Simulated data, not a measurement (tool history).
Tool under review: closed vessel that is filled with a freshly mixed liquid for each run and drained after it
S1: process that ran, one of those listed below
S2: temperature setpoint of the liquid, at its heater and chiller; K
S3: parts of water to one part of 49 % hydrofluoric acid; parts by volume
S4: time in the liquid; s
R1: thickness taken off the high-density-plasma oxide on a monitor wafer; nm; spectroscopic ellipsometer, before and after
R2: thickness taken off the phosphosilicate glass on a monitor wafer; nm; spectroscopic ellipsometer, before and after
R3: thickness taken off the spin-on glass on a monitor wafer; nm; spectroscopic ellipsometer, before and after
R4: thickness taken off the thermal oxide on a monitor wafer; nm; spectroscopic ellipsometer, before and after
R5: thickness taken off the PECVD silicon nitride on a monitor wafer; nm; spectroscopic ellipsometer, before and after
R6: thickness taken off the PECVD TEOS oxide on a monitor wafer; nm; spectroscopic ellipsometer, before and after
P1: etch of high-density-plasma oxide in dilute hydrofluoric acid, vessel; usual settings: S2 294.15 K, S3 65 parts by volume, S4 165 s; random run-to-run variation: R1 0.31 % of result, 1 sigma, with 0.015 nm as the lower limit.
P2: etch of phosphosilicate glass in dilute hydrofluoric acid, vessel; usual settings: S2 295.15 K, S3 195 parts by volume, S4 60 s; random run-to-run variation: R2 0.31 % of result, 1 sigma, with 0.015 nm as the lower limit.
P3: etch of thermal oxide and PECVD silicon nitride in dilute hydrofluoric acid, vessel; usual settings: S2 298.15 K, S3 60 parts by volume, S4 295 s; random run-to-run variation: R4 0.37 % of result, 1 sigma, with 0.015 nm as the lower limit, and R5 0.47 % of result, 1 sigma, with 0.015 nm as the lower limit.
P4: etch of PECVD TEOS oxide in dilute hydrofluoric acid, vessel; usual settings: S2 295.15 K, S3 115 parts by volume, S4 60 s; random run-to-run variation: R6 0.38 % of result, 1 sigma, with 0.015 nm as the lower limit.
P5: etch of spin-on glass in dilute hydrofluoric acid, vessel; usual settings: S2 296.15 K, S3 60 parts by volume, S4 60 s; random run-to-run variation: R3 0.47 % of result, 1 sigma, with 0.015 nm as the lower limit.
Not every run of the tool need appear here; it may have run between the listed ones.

| run | day | S1 | S2 | S3 | S4 | R1 | R2 | R3 | R4 | R5 | R6 |
|---|---|---|---|---|---|---|---|---|---|---|---|
| 1 | 0.471 | P1 | 294.15 | 65 | 165 | 12.035 |  |  |  |  |  |
| 2 | 0.888 | P2 | 295.15 | 45 | 60 |  | 109.71 |  |  |  |  |
| 3 | 1.358 | P1 | 290.15 | 65 | 165 | 10.116 |  |  |  |  |  |
| 4 | 1.825 | P1 | 294.15 | 65 | 165 | 12.035 |  |  |  |  |  |
| 5 | 2.058 | P5 | 296.15 | 60 | 60 |  |  | 42.878 |  |  |  |
| 6 | 2.292 | P3 | 298.15 | 60 | 295 |  |  |  | 24.322 | 13.332 |  |
| 7 | 2.529 | P1 | 290.15 | 65 | 30 | 1.8443 |  |  |  |  |  |
| 8 | 2.812 | P5 | 290.15 | 60 | 60 |  |  | 33.304 |  |  |  |
| 9 | 3.058 | P1 | 294.15 | 65 | 165 | 12.078 |  |  |  |  |  |
| 10 | 3.296 | P1 | 294.15 | 65 | 290 | 21.085 |  |  |  |  |  |
| 11 | 3.742 | P1 | 301.15 | 65 | 165 | 15.983 |  |  |  |  |  |
| 12 | 4.162 | P1 | 294.15 | 65 | 70 | 5.1083 |  |  |  |  |  |
| 13 | 4.638 | P3 | 298.15 | 100 | 295 |  |  |  | 13.799 | 8.0888 |  |
| 14 | 5.029 | P2 | 295.15 | 195 | 60 |  | 21.274 |  |  |  |  |
| 15 | 5.421 | P5 | 296.15 | 20 | 60 |  |  | 135.97 |  |  |  |
| 16 | 5.854 | P2 | 295.15 | 195 | 30 |  | 10.604 |  |  |  |  |
| 17 | 6.204 | P1 | 294.15 | 65 | 165 | 11.991 |  |  |  |  |  |
| 18 | 6.696 | P2 | 300.15 | 195 | 60 |  | 25.66 |  |  |  |  |
| 19 | 7.154 | P1 | 294.15 | 90 | 165 | 8.4363 |  |  |  |  |  |
| 20 | 7.438 | P5 | 296.15 | 60 | 60 |  |  | 43.025 |  |  |  |
| 21 | 7.792 | P3 | 291.15 | 60 | 295 |  |  |  | 18.048 | 8.2735 |  |
| 22 | 8.017 | P4 | 290.15 | 115 | 60 |  |  |  |  |  | 5.8764 |
| 23 | 8.383 | P3 | 298.15 | 60 | 40 |  |  |  | 3.3211 | 1.8119 |  |
| 24 | 8.821 | P1 | 294.15 | 65 | 165 | 12.025 |  |  |  |  |  |
| 25 | 9.288 | P1 | 294.15 | 20 | 165 | 41.443 |  |  |  |  |  |
| 26 | 9.521 | P4 | 295.15 | 115 | 115 |  |  |  |  |  | 13.815 |
| 27 | 9.888 | P5 | 296.15 | 60 | 115 |  |  | 83.189 |  |  |  |
| 28 | 10.262 | P4 | 295.15 | 205 | 60 |  |  |  |  |  | 3.6756 |
| 29 | 10.617 | P4 | 295.15 | 115 | 60 |  |  |  |  |  | 7.2415 |
| 30 | 10.842 | P2 | 295.15 | 195 | 60 |  | 21.149 |  |  |  |  |
| 31 | 11.275 | P3 | 298.15 | 60 | 295 |  |  |  | 24.157 | 13.327 |  |
| 32 | 11.654 | P1 | 294.15 | 65 | 165 | 12.028 |  |  |  |  |  |
| 33 | 11.912 | P1 | 294.15 | 65 | 165 | 11.737 |  |  |  |  |  |
| 34 | 12.283 | P1 | 294.15 | 65 | 165 | 11.495 |  |  |  |  |  |
| 35 | 12.558 | P1 | 294.15 | 65 | 165 | 11.415 |  |  |  |  |  |
| 36 | 12.908 | P1 | 294.15 | 65 | 165 | 11.215 |  |  |  |  |  |
| 37 | 13.408 | P1 | 294.15 | 65 | 165 | 11.128 |  |  |  |  |  |
| 38 | 13.667 | P1 | 294.15 | 65 | 165 | 10.971 |  |  |  |  |  |
| 39 | 14.138 | P1 | 294.15 | 65 | 165 | 10.922 |  |  |  |  |  |
| 40 | 14.5 | P1 | 294.15 | 65 | 165 | 10.91 |  |  |  |  |  |
| 41 | 14.992 | P1 | 294.15 | 65 | 165 | 10.812 |  |  |  |  |  |
| 42 | 15.354 | P1 | 294.15 | 65 | 165 | 10.907 |  |  |  |  |  |
| 43 | 15.658 | P1 | 294.15 | 65 | 165 | 10.851 |  |  |  |  |  |

Something has made what P1 gives creep away from where it was; the 2 causes below, each at its own stated size, fit the log equally well:
A: liquid colder than its thermometer reads (K) = 2.41
B: hydrofluoric acid flow below the setpoint (%) = 8.95
The process output started creeping at around day 11.654.

Listed below are the offered check runs, one wafer per run, with question marks in place of results. For which of them would the causes give clearly different outcomes?
| check 1 | 15.962 | P5 | 296.15 | 40 | 60 |  |  | ? |  |  |  |
| check 2 | 15.962 | P2 | 299.65 | 75 | 60 |  | ? |  |  |  |  |
| check 3 | 15.962 | P4 | 290.15 | 115 | 60 |  |  |  |  |  | ? |
| check 4 | 15.962 | P3 | 298.15 | 90 | 295 |  |  |  | ? | ? |  |

Expected result of each check under each candidate cause:
| check | result | if A | if B |
|---|---|---|---|
| check 1 | R3 | 59.732 | 59.902 |
| check 2 | R2 | 68.71 | 68.199 |
| check 3 | R6 | 5.3164 | 5.2993 |
| check 4 | R4 | 14.12 | 13.998 |
| check 4 | R5 | 7.629 | 8.1575 |
Minimum pairwise separation of causes per check, each pair taken at its best-separating result: check 1 0.28 %; check 2 0.75 %; check 3 0.32 %; check 4 6.7 %
Check 4 distinguishes between the causes, while the remaining checks would return nearly the same result for all of them.

Running check 4 produced the following: R4 13.99 nm; R5 8.1617 nm. Which one of the listed causes fits?

The cause is B: hydrofluoric acid flow below the setpoint (%).
